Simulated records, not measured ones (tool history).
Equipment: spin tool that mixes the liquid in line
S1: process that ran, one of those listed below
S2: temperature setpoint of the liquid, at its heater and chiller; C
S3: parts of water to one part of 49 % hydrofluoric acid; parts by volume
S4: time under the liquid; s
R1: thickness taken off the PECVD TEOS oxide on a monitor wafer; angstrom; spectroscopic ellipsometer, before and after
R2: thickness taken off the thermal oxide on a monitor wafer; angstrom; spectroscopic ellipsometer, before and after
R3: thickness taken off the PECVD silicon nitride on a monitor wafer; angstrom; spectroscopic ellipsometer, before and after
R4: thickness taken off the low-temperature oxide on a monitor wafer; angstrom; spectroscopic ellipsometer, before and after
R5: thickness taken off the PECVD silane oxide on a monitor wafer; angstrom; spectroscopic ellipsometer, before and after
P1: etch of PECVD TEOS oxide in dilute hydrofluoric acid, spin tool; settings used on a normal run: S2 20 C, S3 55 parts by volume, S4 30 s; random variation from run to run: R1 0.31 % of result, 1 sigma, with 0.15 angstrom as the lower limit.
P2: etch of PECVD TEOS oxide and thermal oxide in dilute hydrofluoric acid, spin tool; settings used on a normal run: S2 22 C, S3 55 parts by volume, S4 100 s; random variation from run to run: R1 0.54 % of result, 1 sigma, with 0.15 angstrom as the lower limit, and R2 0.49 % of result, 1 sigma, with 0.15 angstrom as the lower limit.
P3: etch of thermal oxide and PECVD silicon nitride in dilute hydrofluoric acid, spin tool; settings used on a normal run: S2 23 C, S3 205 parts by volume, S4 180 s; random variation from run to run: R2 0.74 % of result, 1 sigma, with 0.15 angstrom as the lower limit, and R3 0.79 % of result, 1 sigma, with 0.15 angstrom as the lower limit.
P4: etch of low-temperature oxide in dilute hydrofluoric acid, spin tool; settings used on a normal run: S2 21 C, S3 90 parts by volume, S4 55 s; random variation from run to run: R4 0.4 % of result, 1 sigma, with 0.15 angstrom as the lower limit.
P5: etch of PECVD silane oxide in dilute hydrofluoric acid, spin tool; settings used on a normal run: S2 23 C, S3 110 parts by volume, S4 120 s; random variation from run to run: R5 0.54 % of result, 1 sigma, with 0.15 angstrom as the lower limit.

run,day,S1,S2,S3,S4,R1,R2,R3,R4,R5
1,0.429,P1,20,55,30,129.5,,,,
2,0.875,P3,23,205,345,,63.861,51.628,,
3,1.321,P1,25.5,55,30,163.51,,,,
4,1.633,P3,23,310,180,,20.155,18.251,,
5,2.129,P1,20,55,30,129.78,,,,
6,2.575,P2,22,55,160,598.37,130.18,,,
7,2.788,P4,21,90,25,,,,39.461,
8,3.15,P3,23,205,180,,34.099,26.664,,
9,3.462,P1,20,55,30,129.72,,,,
10,3.912,P5,23,195,120,,,,,140.4
# day 4.171: hydrofluoric acid flow meter replaced
11,4.371,P2,22,55,100,375.16,81.099,,,
12,4.708,P1,20,75,30,93.454,,,,
13,5.2,P4,26,90,55,,,,105.1,
14,5.617,P1,20,55,15,65.135,,,,
15,6.042,P3,17,205,180,,26.943,18.424,,
16,6.521,P5,23,110,120,,,,,275.32
17,6.788,P1,20,55,30,130.14,,,,
18,7.075,P1,20,55,60,260.18,,,,
19,7.292,P1,20,55,30,129.41,,,,
20,7.742,P1,20,20,15,186.5,,,,
21,8.058,P4,21,90,55,,,,86.358,

The next listed run, before its measurement:
22,8.538,P1,20,25,30,?,,,,

Run 22 produced R1 298.67 angstrom.
